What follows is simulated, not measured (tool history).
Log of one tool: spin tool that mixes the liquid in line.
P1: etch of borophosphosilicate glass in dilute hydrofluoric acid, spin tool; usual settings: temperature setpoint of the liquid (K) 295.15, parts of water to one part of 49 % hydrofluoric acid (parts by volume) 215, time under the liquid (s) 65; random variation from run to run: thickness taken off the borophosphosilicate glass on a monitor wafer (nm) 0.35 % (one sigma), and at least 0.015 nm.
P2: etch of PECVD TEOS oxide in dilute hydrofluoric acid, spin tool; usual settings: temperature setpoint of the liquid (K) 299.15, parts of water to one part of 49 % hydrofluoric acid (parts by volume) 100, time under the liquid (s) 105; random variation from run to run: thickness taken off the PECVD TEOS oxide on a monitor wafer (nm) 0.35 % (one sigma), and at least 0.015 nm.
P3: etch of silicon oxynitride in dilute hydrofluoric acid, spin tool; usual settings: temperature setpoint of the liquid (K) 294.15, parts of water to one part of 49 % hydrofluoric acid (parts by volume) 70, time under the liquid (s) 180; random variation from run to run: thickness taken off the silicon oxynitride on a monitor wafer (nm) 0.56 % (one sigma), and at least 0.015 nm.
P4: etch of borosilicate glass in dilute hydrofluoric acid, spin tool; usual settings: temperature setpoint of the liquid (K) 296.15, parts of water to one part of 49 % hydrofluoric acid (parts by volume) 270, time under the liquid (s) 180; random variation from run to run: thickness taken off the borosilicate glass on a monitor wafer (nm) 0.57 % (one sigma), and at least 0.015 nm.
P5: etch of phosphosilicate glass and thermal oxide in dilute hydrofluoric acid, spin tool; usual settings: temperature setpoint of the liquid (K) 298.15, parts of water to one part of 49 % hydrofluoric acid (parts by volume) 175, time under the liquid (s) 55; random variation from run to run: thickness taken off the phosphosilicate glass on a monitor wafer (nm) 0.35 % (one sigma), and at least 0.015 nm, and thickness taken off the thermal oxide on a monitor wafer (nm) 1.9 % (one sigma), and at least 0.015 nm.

run	hour	process that ran	temperature setpoint of the liquid (K)	parts of water to one part of 49 % hydrofluoric acid (parts by volume)	time under the liquid (s)	thickness taken off the borophosphosilicate glass on a monitor wafer (nm)	thickness taken off the phosphosilicate glass on a monitor wafer (nm)	thickness taken off the thermal oxide on a monitor wafer (nm)	thickness taken off the silicon oxynitride on a monitor wafer (nm)	thickness taken off the borosilicate glass on a monitor wafer (nm)	thickness taken off the PECVD TEOS oxide on a monitor wafer (nm)
1	14.6	P1	295.15	215	65	16.9640					
2	25.4	P1	295.15	215	65	16.9230					
3	32.7	P5	298.15	315	55		9.7865	0.77011			
4	45.8	P3	290.15	70	180				3.19670		
5	56.6	P4	296.15	270	180					17.0840	
6	70.8	P5	298.15	175	55		20.4920	1.58440			
7	81.9	P4	290.15	270	180					13.6420	
8	92.9	P1	290.15	215	65	14.1080					
9	100.3	P1	295.15	40	65	112.1000					
10	111.1	P2	299.15	100	200						25.4670
11	119.8	P1	290.15	300	65	9.3503					
12	128.1	P1	295.15	215	65	17.0860					
13	136.2	P3	294.15	70	15				0.32502		
14	149.7	P2	299.15	100	105						13.4050
15	156.7	P1	295.15	215	125	33.0570					
16	164.2	P4	296.15	270	15					1.3925	
17	174.2	P2	299.15	100	105						13.3370
18	185.5	P5	298.15	175	15		5.5420	0.41915			
19	198.8	P3	294.15	70	180				3.90410		
20	210.8	P4	296.15	405	180					10.0770	
21	223.7	P5	290.65	175	55		15.2480	1.17090			
22	233.2	P2	299.15	175	105						6.9487
23	245.6	P5	298.15	175	55		20.2240	1.53610			
24	260.0	P3	294.15	125	180				2.12640		
# hour 264.9: thermometer replaced
25	269.2	P1	295.15	350	65	9.2329					
26	283.9	P1	303.15	215	65	22.7020					
27	291.6	P2	295.15	100	105						11.3550
28	306.0	P1	295.15	215	65	17.0490					
29	319.2	P1	295.15	215	65	17.0640					
30	331.9	P1	295.15	215	15	3.9541					
31	345.9	P1	295.15	215	65	17.0330					
32	359.9	P1	295.15	215	65	16.3060					
33	371.2	P1	295.15	215	65	16.0040					
34	383.5	P1	295.15	215	65	15.9460					
35	392.8	P1	295.15	215	65	15.7730					
36	406.8	P1	295.15	215	65	15.7610					
37	414.7	P1	295.15	215	65	15.7360					

What P1 gives has crept away from where it was. These 2 causes fit the log equally well, each at the size given:
A: liquid colder than its thermometer reads (K) = 2.13
B: hydrofluoric acid flow below the setpoint (%) = 6.37
The creep began at about hour 345.9.

4 check runs are offered, each on 5 wafers whose results are averaged, their results left as question marks. Which one tells the causes apart?
check 1	422.6	P3	294.15	70	80				?		
check 2	422.6	P4	296.15	270	50					?	
check 3	422.6	P2	299.15	175	105						?
check 4	422.6	P5	291.15	270	55		?	?			

What each check would give under each cause:
check	result	if A	if B
check 1	thickness taken off the silicon oxynitride on a monitor wafer (nm)	1.56450	1.62290
check 2	thickness taken off the borosilicate glass on a monitor wafer (nm)	4.3896	4.3615
check 3	thickness taken off the PECVD TEOS oxide on a monitor wafer (nm)	6.4409	6.4390
check 4	thickness taken off the phosphosilicate glass on a monitor wafer (nm)	8.5162	8.5177
check 4	thickness taken off the thermal oxide on a monitor wafer (nm)	0.65144	0.65155
How far apart the two closest causes lie, in the result that separates them most: check 1 3.66 %; check 2 0.64 %; check 3 0.03 %; check 4 0.02 %
Check 1 tells the causes apart: in the others they would give nearly the same result.

Then check 1 was run and gave: thickness taken off the silicon oxynitride on a monitor wafer (nm) 1.55450. Which cause is it?

It is A: liquid colder than its thermometer reads (K).

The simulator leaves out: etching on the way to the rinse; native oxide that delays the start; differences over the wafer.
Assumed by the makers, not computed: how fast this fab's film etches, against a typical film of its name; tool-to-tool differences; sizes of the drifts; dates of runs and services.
